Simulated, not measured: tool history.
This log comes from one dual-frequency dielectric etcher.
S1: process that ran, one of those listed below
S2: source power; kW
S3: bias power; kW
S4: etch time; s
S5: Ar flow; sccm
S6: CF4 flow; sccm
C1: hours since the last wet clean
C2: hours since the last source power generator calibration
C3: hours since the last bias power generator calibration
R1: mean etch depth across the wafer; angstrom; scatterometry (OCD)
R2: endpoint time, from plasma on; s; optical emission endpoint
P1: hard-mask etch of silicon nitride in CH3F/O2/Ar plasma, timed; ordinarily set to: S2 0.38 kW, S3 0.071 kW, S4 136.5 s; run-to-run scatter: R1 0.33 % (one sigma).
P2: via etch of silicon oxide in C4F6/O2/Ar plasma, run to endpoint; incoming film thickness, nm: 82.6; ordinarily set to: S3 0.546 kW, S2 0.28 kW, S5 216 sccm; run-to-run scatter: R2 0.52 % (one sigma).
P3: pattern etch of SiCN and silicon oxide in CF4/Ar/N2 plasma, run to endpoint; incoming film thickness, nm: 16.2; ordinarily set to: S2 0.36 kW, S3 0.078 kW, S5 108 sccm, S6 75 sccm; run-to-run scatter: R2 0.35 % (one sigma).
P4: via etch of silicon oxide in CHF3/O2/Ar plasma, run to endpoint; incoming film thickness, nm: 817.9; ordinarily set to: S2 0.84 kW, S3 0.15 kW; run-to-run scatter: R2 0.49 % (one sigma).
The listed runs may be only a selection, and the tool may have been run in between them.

{"run": 1, "hour": 4.1, "S1": "P1", "S2": 0.38, "S3": 0.071, "S4": 136.5, "C1": 278.9, "C2": 3474.3, "C3": 1940.3, "R1": 958.93}
{"run": 2, "hour": 7.9, "S1": "P4", "S2": 0.68, "S3": 0.15, "C1": 282.7, "C2": 3478.1, "C3": 1944.1, "R2": 411.57}
{"run": 3, "hour": 10.6, "S1": "P1", "S2": 0.48, "S3": 0.071, "S4": 136.5, "C1": 285.4, "C2": 3480.8, "C3": 1946.8, "R1": 1043.5}
{"run": 4, "hour": 13.5, "S1": "P1", "S2": 0.38, "S3": 0.071, "S4": 136.5, "C1": 288.3, "C2": 3483.7, "C3": 1949.7, "R1": 952.29}
{"run": 5, "hour": 17.9, "S1": "P3", "S2": 0.36, "S3": 0.078, "S5": 130, "S6": 75, "C1": 292.7, "C2": 3488.1, "C3": 1954.1, "R2": 23.234}
{"run": 6, "hour": 22.4, "S1": "P1", "S2": 0.38, "S3": 0.071, "S4": 83.5, "C1": 297.2, "C2": 3492.6, "C3": 1958.6, "R1": 585.93}
{"run": 7, "hour": 27.6, "S1": "P3", "S2": 0.36, "S3": 0.078, "S5": 108, "S6": 75, "C1": 302.4, "C2": 3497.8, "C3": 1963.8, "R2": 22.614}
{"hour": 30.6, "done": "bias power generator calibrated"}
{"run": 8, "hour": 32.7, "S1": "P4", "S2": 0.84, "S3": 0.087, "C1": 307.5, "C2": 3502.9, "C3": 2.2, "R2": 450.51}
{"run": 9, "hour": 37.3, "S1": "P1", "S2": 0.38, "S3": 0.071, "S4": 170, "C1": 312.1, "C2": 3507.5, "C3": 6.8, "R1": 1187.2}
{"run": 10, "hour": 41.2, "S1": "P2", "S2": 0.18, "S3": 0.546, "S5": 216, "C1": 316, "C2": 3511.4, "C3": 10.7, "R2": 22.34}
{"run": 11, "hour": 43.9, "S1": "P1", "S2": 0.38, "S3": 0.071, "S4": 136.5, "C1": 318.7, "C2": 3514.1, "C3": 13.4, "R1": 961.16}
{"run": 12, "hour": 47.0, "S1": "P2", "S2": 0.28, "S3": 0.546, "S5": 216, "C1": 321.8, "C2": 3517.2, "C3": 16.5, "R2": 18.814}
{"hour": 47.8, "done": "wet clean of the chamber"}
{"run": 13, "hour": 49.6, "S1": "P1", "S2": 0.23, "S3": 0.096, "S4": 136.5, "C1": 1.8, "C2": 3519.8, "C3": 19.1, "R1": 884.96}
{"run": 14, "hour": 54.2, "S1": "P1", "S2": 0.38, "S3": 0.071, "S4": 136.5, "C1": 6.4, "C2": 3524.4, "C3": 23.7, "R1": 957.85}
{"run": 15, "hour": 56.7, "S1": "P2", "S2": 0.28, "S3": 0.546, "S5": 272, "C1": 8.9, "C2": 3526.9, "C3": 26.2, "R2": 19.414}
{"run": 16, "hour": 60.1, "S1": "P3", "S2": 0.36, "S3": 0.11, "S5": 108, "S6": 75, "C1": 12.3, "C2": 3530.3, "C3": 29.6, "R2": 19.914}
{"run": 17, "hour": 65.0, "S1": "P4", "S2": 0.84, "S3": 0.15, "C1": 17.2, "C2": 3535.2, "C3": 34.5, "R2": 384.65}

Run 18, settings as shown, results not yet in. Your forecast:
{"run": 18, "hour": 69.3, "S1": "P1", "S2": 0.38, "S3": 0.086, "S4": 136.5, "C1": 21.5, "C2": 3539.5, "C3": 38.8, "R1": "?"}

Run 18 gave R1 1017.4 angstrom.
